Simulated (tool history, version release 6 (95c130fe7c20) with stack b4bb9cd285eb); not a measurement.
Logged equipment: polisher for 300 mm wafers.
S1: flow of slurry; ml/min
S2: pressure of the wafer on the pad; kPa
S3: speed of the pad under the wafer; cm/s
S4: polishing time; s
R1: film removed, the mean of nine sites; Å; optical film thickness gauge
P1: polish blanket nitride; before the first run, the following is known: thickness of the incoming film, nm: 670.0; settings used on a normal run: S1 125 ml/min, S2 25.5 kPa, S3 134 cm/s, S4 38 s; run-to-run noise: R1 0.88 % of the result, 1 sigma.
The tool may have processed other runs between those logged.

{"run": 1, "hour": 8.5, "S1": 125, "S2": 25.5, "S3": 134, "S4": 38, "R1": 767.36}
{"run": 2, "hour": 15.1, "S1": 125, "S2": 25.5, "S3": 134, "S4": 51, "R1": 1028.4}
{"run": 3, "hour": 19.5, "S1": 125, "S2": 25.5, "S3": 134, "S4": 38, "R1": 758.65}
{"run": 4, "hour": 25.7, "S1": 80, "S2": 25.5, "S3": 134, "S4": 38, "R1": 686.72}
{"run": 5, "hour": 32.1, "S1": 125, "S2": 11.7, "S3": 134, "S4": 38, "R1": 352.31}
{"run": 6, "hour": 36.7, "S1": 125, "S2": 25.5, "S3": 134, "S4": 38, "R1": 775.31}
{"run": 7, "hour": 44.8, "S1": 195, "S2": 25.5, "S3": 134, "S4": 38, "R1": 833.07}
{"run": 8, "hour": 51.1, "S1": 125, "S2": 25.5, "S3": 60, "S4": 38, "R1": 404.49}
{"run": 9, "hour": 58.2, "S1": 125, "S2": 35.2, "S3": 134, "S4": 58, "R1": 1634.4}
{"run": 10, "hour": 63.3, "S1": 125, "S2": 25.5, "S3": 134, "S4": 38, "R1": 764.75}
{"run": 11, "hour": 69.4, "S1": 125, "S2": 25.5, "S3": 134, "S4": 18, "R1": 363.04}
{"run": 12, "hour": 75.9, "S1": 125, "S2": 17.2, "S3": 134, "S4": 25, "R1": 340.02}
{"run": 13, "hour": 84.7, "S1": 125, "S2": 25.5, "S3": 134, "S4": 38, "R1": 768.05}
{"run": 14, "hour": 89.7, "S1": 125, "S2": 25.5, "S3": 210, "S4": 38, "R1": 1106.9}
{"hour": 93.3, "done": "head pressure recalibrated"}
{"run": 15, "hour": 98.2, "S1": 125, "S2": 37.2, "S3": 134, "S4": 38, "R1": 1128.9}
{"run": 16, "hour": 105.5, "S1": 125, "S2": 17.9, "S3": 134, "S4": 52, "R1": 736.91}
{"run": 17, "hour": 111.2, "S1": 125, "S2": 25.5, "S3": 134, "S4": 38, "R1": 766.85}
{"run": 18, "hour": 115.8, "S1": 125, "S2": 25.5, "S3": 134, "S4": 38, "R1": 772.14}

Run 19 is up next; what results do you expect?
{"run": 19, "hour": 121.3, "S1": 125, "S2": 25.5, "S3": 134, "S4": 38, "R1": "?"}

Run 19 yielded R1 733.41 Å.
